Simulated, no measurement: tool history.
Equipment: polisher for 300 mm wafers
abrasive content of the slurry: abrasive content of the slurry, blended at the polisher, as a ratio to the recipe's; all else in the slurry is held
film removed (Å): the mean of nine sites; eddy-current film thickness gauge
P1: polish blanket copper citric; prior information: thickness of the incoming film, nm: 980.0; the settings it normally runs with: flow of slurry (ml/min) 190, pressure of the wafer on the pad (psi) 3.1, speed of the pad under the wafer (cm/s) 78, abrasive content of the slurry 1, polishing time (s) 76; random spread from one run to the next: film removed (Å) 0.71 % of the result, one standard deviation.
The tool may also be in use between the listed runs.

run   hour  flow of slurry (ml/min)  pressure of the wafer on the pad (psi)  speed of the pad under the wafer (cm/s)  abrasive content of the slurry  polishing time (s)  wafers polished on this pad  hours since the slurry nozzle was cleaned  hours since the head pressure was calibrated  hours since the slurry blender was calibrated  film removed (Å)
  1    7.1                      190                                     3.1                                       78                               1                  76                          305                                      125.7                                         472.1                                          181.9            1221.5
  2   17.2                      190                                     3.1                                       78                               1                  47                          420                                      135.8                                         482.2                                            192            744.18
  3   26.3                      190                                     2.3                                       78                            0.55                  76                          524                                      144.9                                         491.3                                          201.1            812.09
  4     35                      115                                     3.1                                       78                               1                  76                          623                                      153.6                                           500                                          209.8            1131.4
  5   41.5                      190                                     3.1                                      116                               1                  76                          697                                      160.1                                         506.5                                          216.3            1802.5
  6   55.4                      190                                     3.1                                       78                               1                  76                          855                                        174                                         520.4                                          230.2              1218
  7     66                      190                                     3.1                                       78                               1                  76                          975                                      184.6                                           531                                          240.8            1222.7
  8   76.6                      190                                     3.1                                       52                               1                 116                         1096                                      195.2                                         541.6                                          251.4              1269
  9   86.5                      260                                     3.1                                       78                               1                  76                         1209                                      205.1                                         551.5                                          261.3            1274.5
 10  100.5                      190                                     3.1                                       78                               1                  76                         1368                                      219.1                                         565.5                                          275.3            1207.8
 11  111.6                      190                                     3.1                                       78                               1                 121                         1494                                      230.2                                         576.6                                          286.4            1972.1
 12  120.3                      190                                     3.1                                       36                               1                  76                         1593                                      238.9                                         585.3                                          295.1            578.81
 13    128                      190                                     3.1                                       78                            0.75                  76                         1681                                      246.6                                           593                                          302.8            1139.5
 14  141.7                      190                                     4.3                                       78                               1                  76                         1837                                      260.3                                         606.7                                          316.5            1675.6
 15  149.4                      190                                     1.6                                       78                               1                  76                         1924                                        268                                         614.4                                          324.2            655.27
 16  158.9                      190                                     3.1                                       78                               1                  76                         2032                                      277.5                                         623.9                                          333.7            1233.3

Run 17 has not been measured yet. What should we expect?
 17  171.6                      190                                     3.1                                       78                            1.45                  76                         2177                                      290.2                                         636.6                                          346.4                 ?

{"run 17": {"film removed (Å)": 1325.3}}

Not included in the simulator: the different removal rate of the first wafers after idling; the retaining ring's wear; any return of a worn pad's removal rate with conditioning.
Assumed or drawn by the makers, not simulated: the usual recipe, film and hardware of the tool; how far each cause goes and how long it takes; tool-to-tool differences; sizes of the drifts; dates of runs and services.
